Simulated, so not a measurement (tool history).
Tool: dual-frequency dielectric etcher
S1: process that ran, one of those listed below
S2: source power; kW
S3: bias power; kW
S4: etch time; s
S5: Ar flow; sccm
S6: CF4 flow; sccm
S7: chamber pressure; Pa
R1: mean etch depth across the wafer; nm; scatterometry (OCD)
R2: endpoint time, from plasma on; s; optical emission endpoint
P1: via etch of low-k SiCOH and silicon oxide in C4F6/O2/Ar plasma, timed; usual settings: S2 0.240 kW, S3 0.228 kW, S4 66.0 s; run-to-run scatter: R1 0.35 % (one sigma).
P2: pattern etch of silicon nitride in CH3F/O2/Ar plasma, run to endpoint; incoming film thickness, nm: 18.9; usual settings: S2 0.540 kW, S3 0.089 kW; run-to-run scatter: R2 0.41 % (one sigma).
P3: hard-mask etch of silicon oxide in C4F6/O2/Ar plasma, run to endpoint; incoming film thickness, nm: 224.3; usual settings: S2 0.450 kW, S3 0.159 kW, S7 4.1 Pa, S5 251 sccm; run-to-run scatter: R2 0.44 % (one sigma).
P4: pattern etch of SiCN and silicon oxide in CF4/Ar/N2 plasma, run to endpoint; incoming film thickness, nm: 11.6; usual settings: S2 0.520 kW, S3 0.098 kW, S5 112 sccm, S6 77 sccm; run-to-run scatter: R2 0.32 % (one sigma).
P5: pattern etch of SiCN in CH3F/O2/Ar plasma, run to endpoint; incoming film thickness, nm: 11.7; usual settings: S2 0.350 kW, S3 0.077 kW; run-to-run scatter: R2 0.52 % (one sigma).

run	hour	S1	S2	S3	S4	S5	S6	S7	R1	R2
1	12.1	P1	0.240	0.228	66.0				153.130	
2	17.7	P2	0.540	0.118						20.6830
3	24.3	P4	0.520	0.116		112	77			10.1260
# hour 25.8: wet clean of the chamber
4	31.2	P5	0.350	0.077						32.6530
5	41.9	P1	0.240	0.228	36.5				85.063	
6	48.9	P1	0.240	0.228	66.0				153.340	
7	56.9	P2	0.540	0.089						22.6450
8	66.3	P4	0.520	0.098		78	77			10.2360
9	73.5	P4	0.520	0.098		112	77			10.7090
10	82.4	P4	0.520	0.098		112	54			11.2820
11	89.3	P3	0.450	0.159		301		4.1		71.6280
12	96.9	P5	0.230	0.077						37.9920
13	106.1	P1	0.240	0.228	66.0				153.140	
14	113.5	P5	0.350	0.107						28.7050
# hour 118.7: source power generator calibrated
15	123.3	P1	0.240	0.140	66.0				130.910	
16	132.1	P4	0.680	0.098		112	77			8.5192
17	141.8	P1	0.310	0.228	66.0				169.600	
18	149.4	P3	0.450	0.119		251		4.1		76.4960
19	158.6	P3	0.600	0.159		251		4.1		62.3420
20	166.2	P2	0.760	0.089						19.9760
21	178.5	P1	0.240	0.160	52.0				107.240	
22	189.5	P3	0.450	0.159		251		5.7		73.0980
23	197.1	P3	0.450	0.159		251		4.1		69.8100
24	202.9	P1	0.240	0.277	66.0				163.960	
25	211.4	P1	0.240	0.228	81.0				187.240	
26	217.8	P1	0.180	0.228	66.0				137.340	
27	223.4	P1	0.240	0.228	66.0				153.970	
28	233.0	P1	0.170	0.279	66.0				144.730	
29	245.6	P1	0.240	0.228	66.0				152.600	
30	255.1	P1	0.240	0.228	66.0				152.280	
31	262.9	P1	0.240	0.228	66.0				152.340	
32	270.3	P1	0.240	0.228	66.0				151.440	
# hour 273.5: wet clean of the chamber
33	277.2	P1	0.240	0.228	66.0				151.600	
34	283.5	P1	0.240	0.228	66.0				151.070	
35	290.5	P1	0.240	0.228	66.0				151.840	
36	300.5	P1	0.240	0.228	66.0				151.140	
37	308.7	P1	0.240	0.228	66.0				150.380	

What P1 gives has crept away from where it was. These 2 causes fit the log equally well, each at the size given:
A: source power that arrives under what is set, % = 4.49
B: bias power that arrives under what is set, % = 4.99
The creep began at about hour 245.6.
Why every other cause is out:
chamber walls in a state that lowers the etch rate, %: serviced at hour 273.5, which brought nothing back

4 check runs are offered, one wafer each, their results left as question marks. Which one tells the causes apart?
check 1	316.9	P4	0.520	0.098		89	77			?
check 2	316.9	P3	0.530	0.159		251		4.1		?
check 3	316.9	P5	0.240	0.091						?
check 4	316.9	P2	0.700	0.089						?

What each check would give under each cause:
check	result	if A	if B
check 1	R2	10.8380	10.5930
check 2	R2	66.6950	66.5040
check 3	R2	35.8380	35.9330
check 4	R2	21.0940	21.0960
How far apart the two closest causes lie, in the result that separates them most: check 1 2.28 %; check 2 0.29 %; check 3 0.26 %; check 4 0.01 %
Check 1 tells the causes apart: in the others they would give nearly the same result.

Then check 1 was run and gave: R2 10.7730 s. Which cause is it?

It is A: source power that arrives under what is set, %.
